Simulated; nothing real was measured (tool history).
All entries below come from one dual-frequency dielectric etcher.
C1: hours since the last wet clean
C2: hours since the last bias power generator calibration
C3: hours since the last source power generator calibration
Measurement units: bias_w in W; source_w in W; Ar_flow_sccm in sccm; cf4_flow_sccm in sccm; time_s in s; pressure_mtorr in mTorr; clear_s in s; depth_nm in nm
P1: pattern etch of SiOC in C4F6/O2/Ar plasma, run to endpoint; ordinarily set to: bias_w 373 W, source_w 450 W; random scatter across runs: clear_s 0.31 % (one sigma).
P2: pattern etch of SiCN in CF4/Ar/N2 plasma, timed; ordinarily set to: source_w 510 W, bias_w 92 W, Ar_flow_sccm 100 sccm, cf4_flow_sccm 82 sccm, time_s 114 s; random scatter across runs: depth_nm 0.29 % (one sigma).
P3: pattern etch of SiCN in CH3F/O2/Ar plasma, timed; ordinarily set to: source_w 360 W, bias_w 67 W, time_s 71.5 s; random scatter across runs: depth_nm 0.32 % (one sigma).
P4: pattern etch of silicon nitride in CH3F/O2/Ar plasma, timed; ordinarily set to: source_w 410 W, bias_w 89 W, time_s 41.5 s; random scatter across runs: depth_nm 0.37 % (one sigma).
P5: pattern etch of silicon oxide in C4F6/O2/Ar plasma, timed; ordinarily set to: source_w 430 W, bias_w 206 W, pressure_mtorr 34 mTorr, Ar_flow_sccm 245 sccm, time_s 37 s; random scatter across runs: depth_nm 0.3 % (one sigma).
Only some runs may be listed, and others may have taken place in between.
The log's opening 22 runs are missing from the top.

run 23 hour=184.7 | process=P1 bias_w=373 source_w=540 | C1=334.7 C2=1921.1 C3=788.9 | clear_s=13.273
run 24 hour=192.7 | process=P2 bias_w=92 source_w=350 Ar_flow_sccm=100 cf4_flow_sccm=82 time_s=114 | C1=342.7 C2=1929.1 C3=796.9 | depth_nm=87.421
run 25 hour=198 | process=P5 bias_w=206 source_w=430 Ar_flow_sccm=245 time_s=37 pressure_mtorr=26.5 | C1=348 C2=1934.4 C3=802.2 | depth_nm=133.98
run 26 hour=203.1 | process=P2 bias_w=92 source_w=510 Ar_flow_sccm=100 cf4_flow_sccm=104 time_s=114 | C1=353.1 C2=1939.5 C3=807.3 | depth_nm=124.46
run 27 hour=211.7 | process=P5 bias_w=206 source_w=430 Ar_flow_sccm=245 time_s=37 pressure_mtorr=34 | C1=361.7 C2=1948.1 C3=815.9 | depth_nm=130.59
run 28 hour=217 | process=P5 bias_w=206 source_w=320 Ar_flow_sccm=245 time_s=37 pressure_mtorr=34 | C1=367 C2=1953.4 C3=821.2 | depth_nm=116.87
run 29 hour=223.6 | process=P4 bias_w=67 source_w=410 time_s=41.5 | C1=373.6 C2=1960 C3=827.8 | depth_nm=28.158
run 30 hour=232.4 | process=P3 bias_w=67 source_w=360 time_s=71.5 | C1=382.4 C2=1968.8 C3=836.6 | depth_nm=25.002
run 31 hour=238.4 | process=P3 bias_w=67 source_w=360 time_s=105 | C1=388.4 C2=1974.8 C3=842.6 | depth_nm=36.707
run 32 hour=246 | process=P3 bias_w=67 source_w=360 time_s=71.5 | C1=396 C2=1982.4 C3=850.2 | depth_nm=24.908
run 33 hour=255.5 | process=P1 bias_w=373 source_w=450 | C1=405.5 C2=1991.9 C3=859.7 | clear_s=14.084
run 34 hour=260.1 | process=P1 bias_w=373 source_w=450 | C1=410.1 C2=1996.5 C3=864.3 | clear_s=14.181
run 35 hour=266.1 | process=P1 bias_w=373 source_w=450 | C1=416.1 C2=2002.5 C3=870.3 | clear_s=14.251

Run 36 comes next. What will it give?
run 36 hour=273.6 | process=P1 bias_w=373 source_w=450 | C1=423.6 C2=2010 C3=877.8 | clear_s=?

clear_s: 14.307 s

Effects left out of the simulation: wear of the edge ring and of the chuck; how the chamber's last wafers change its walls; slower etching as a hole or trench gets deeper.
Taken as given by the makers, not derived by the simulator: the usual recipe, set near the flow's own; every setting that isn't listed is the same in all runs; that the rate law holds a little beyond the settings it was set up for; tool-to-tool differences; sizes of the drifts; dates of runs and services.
